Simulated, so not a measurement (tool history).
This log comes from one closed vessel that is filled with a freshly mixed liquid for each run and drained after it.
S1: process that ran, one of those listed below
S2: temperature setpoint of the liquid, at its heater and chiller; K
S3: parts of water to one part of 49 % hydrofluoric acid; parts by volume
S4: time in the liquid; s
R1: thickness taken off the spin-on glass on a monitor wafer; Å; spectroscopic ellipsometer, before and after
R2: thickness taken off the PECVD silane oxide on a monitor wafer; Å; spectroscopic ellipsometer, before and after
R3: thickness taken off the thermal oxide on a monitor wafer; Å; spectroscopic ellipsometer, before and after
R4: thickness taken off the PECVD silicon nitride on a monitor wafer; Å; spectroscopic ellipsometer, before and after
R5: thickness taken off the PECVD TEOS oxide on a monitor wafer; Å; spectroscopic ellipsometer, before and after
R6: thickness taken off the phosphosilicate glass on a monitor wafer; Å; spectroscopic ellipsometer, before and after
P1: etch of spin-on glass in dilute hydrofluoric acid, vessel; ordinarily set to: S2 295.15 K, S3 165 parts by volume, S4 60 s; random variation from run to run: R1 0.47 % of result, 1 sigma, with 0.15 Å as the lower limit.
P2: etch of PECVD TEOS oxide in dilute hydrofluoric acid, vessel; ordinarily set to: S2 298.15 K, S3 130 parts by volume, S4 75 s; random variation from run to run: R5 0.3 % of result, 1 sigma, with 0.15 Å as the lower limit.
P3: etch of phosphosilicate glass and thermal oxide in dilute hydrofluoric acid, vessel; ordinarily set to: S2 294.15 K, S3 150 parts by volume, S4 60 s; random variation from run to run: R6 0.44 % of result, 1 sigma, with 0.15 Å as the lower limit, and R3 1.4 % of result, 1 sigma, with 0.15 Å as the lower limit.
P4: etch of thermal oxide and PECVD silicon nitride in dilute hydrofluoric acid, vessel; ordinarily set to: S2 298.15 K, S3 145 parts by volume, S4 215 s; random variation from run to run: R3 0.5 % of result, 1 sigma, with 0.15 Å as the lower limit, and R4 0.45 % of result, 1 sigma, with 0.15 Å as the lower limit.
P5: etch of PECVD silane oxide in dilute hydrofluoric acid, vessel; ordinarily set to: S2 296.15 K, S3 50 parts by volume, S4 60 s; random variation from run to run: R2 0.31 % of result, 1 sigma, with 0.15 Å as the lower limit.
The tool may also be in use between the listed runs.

{"run": 1, "day": 0.108, "S1": "P1", "S2": 295.15, "S3": 165, "S4": 60, "R1": 180.88}
{"run": 2, "day": 0.204, "S1": "P5", "S2": 296.15, "S3": 50, "S4": 60, "R2": 562.87}
{"run": 3, "day": 0.404, "S1": "P1", "S2": 295.15, "S3": 165, "S4": 60, "R1": 179.7}
{"run": 4, "day": 0.525, "S1": "P5", "S2": 296.15, "S3": 80, "S4": 60, "R2": 338.15}
{"run": 5, "day": 0.717, "S1": "P1", "S2": 301.15, "S3": 165, "S4": 85, "R1": 319.4}
{"run": 6, "day": 0.854, "S1": "P4", "S2": 298.15, "S3": 145, "S4": 45, "R3": 14.551, "R4": 11.748}
{"run": 7, "day": 1.017, "S1": "P4", "S2": 298.15, "S3": 145, "S4": 215, "R3": 69.488, "R4": 56.358}
{"run": 8, "day": 1.246, "S1": "P2", "S2": 298.15, "S3": 130, "S4": 75, "R5": 66.802}
{"run": 9, "day": 1.388, "S1": "P1", "S2": 295.15, "S3": 165, "S4": 60, "R1": 181.14}
{"run": 10, "day": 1.608, "S1": "P4", "S2": 305.65, "S3": 145, "S4": 215, "R3": 92.537, "R4": 89.068}
{"run": 11, "day": 1.729, "S1": "P3", "S2": 290.15, "S3": 150, "S4": 60, "R3": 14.442, "R6": 485.06}
{"run": 12, "day": 1.921, "S1": "P1", "S2": 295.15, "S3": 95, "S4": 60, "R1": 339.27}
{"run": 13, "day": 2.042, "S1": "P1", "S2": 295.15, "S3": 240, "S4": 60, "R1": 115.06}
{"run": 14, "day": 2.262, "S1": "P1", "S2": 295.15, "S3": 165, "S4": 60, "R1": 179.68}
{"run": 15, "day": 2.379, "S1": "P1", "S2": 295.15, "S3": 165, "S4": 60, "R1": 180.62}
{"run": 16, "day": 2.546, "S1": "P1", "S2": 295.15, "S3": 165, "S4": 60, "R1": 180.82}
{"run": 17, "day": 2.708, "S1": "P3", "S2": 294.15, "S3": 265, "S4": 60, "R3": 8.4168, "R6": 285.93}
{"run": 18, "day": 2.812, "S1": "P2", "S2": 303.65, "S3": 130, "S4": 75, "R5": 82.415}
{"run": 19, "day": 2.925, "S1": "P2", "S2": 298.15, "S3": 130, "S4": 30, "R5": 26.771}
{"run": 20, "day": 3.108, "S1": "P1", "S2": 295.15, "S3": 165, "S4": 35, "R1": 105.18}
{"run": 21, "day": 3.258, "S1": "P1", "S2": 290.15, "S3": 240, "S4": 60, "R1": 95.039}
{"run": 22, "day": 3.408, "S1": "P5", "S2": 296.15, "S3": 50, "S4": 30, "R2": 282.09}
{"run": 23, "day": 3.517, "S1": "P1", "S2": 295.15, "S3": 165, "S4": 115, "R1": 347.53}
{"run": 24, "day": 3.654, "S1": "P3", "S2": 294.15, "S3": 150, "S4": 60, "R3": 16.537, "R6": 567.35}
{"run": 25, "day": 3.829, "S1": "P2", "S2": 298.15, "S3": 240, "S4": 75, "R5": 32.079}

Forecast run 26:
{"run": 26, "day": 3.962, "S1": "P4", "S2": 298.15, "S3": 255, "S4": 215, "R3": "?", "R4": "?"}

Run 26 gave R3 34.9530 Å, R4 31.745 Å.
